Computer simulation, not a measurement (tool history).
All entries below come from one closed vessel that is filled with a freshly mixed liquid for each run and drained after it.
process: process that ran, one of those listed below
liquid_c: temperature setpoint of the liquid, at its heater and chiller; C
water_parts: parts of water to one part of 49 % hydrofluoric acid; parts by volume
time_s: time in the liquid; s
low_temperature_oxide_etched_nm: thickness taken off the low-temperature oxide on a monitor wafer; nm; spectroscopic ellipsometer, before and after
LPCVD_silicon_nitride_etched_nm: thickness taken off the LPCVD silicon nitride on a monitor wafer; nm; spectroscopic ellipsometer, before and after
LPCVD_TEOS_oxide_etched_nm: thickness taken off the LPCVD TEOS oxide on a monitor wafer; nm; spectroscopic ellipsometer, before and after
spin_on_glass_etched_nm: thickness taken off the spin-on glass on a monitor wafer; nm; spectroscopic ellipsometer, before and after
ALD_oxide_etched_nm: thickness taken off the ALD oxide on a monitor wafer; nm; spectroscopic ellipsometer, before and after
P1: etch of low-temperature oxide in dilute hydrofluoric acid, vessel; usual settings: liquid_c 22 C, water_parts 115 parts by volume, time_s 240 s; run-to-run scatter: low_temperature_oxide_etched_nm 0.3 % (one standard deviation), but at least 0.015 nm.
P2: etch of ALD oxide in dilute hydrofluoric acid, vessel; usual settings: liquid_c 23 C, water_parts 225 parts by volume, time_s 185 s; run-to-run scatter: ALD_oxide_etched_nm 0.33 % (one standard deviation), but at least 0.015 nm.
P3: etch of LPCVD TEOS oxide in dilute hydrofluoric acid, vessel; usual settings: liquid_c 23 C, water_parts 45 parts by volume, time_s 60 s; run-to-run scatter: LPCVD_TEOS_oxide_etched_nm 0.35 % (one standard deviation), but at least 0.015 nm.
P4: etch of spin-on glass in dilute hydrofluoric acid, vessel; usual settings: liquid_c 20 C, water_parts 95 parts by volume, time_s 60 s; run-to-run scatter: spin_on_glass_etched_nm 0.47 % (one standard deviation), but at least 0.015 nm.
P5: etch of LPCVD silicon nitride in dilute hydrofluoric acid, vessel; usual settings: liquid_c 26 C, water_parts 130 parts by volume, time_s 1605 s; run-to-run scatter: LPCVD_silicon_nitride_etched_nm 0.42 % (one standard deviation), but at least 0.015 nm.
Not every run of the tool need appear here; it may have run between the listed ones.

run   hour  process  liquid_c  water_parts  time_s  low_temperature_oxide_etched_nm  LPCVD_silicon_nitride_etched_nm  LPCVD_TEOS_oxide_etched_nm  spin_on_glass_etched_nm  ALD_oxide_etched_nm
  1    6.4       P1        22          115     240                           28.643
  2     11       P5        26          130    1605                                                            6.3666
  3   15.3       P3        23           45     115                                                                                        78.167
  4   23.6       P5        26           65    1605                                                            12.728
  5   29.4       P4        17           95      60                                                                                                                 32.763
  6   38.8       P1        22          115     240                           28.568
  7   43.1       P4        20           25      60                                                                                                                 153.37
  8   50.7       P3        23           70      60                                                                                        25.485
  9   58.1       P1        22          115     240                           28.603
 10   64.9       P1        22          115     425                           50.718
      68.7  -- thermometer replaced
 11   69.5       P2        23          225     365                                                                                                                                      33.291
 12   77.8       P1      27.5          115     240                           35.572
 13   83.6       P5        26          130    1605                                                            6.3582
 14     89       P1        22          115     240                           28.649
 15     95       P5      19.5          130    1605                                                            4.2104
 16  104.1       P4        20           95      30                                                                                                                 18.684
 17    110       P1        22           70     240                           49.742
 18  117.7       P3        27           45      60                                                                                        48.013
 19  124.6       P5        26          130     695                                                            2.7883
 20  133.1       P1        22          190      70                           4.6763
 21  139.6       P3        23           45      60                                                                                        40.765
 22  147.5       P1        22          200     240                           15.085
 23  151.8       P2        23          225     185                                                                                                                                      16.798
 24  157.4       P1        22          115     240                           28.652
 25  164.8       P1        22          115     240                           28.649
 26  170.3       P4        20           95      60                                                                                                                 37.349
 27  178.7       P1        22          115     240                           28.647
 28  186.1       P2        30          225     185                                                                                                                                      21.715
 29  194.5       P1        22          115      30                           3.5674

Run 30, settings as shown, results not yet in. Your forecast:
 30  199.3       P1        17          115     240                                ?

Run 30 measured low_temperature_oxide_etched_nm 23.483 nm.

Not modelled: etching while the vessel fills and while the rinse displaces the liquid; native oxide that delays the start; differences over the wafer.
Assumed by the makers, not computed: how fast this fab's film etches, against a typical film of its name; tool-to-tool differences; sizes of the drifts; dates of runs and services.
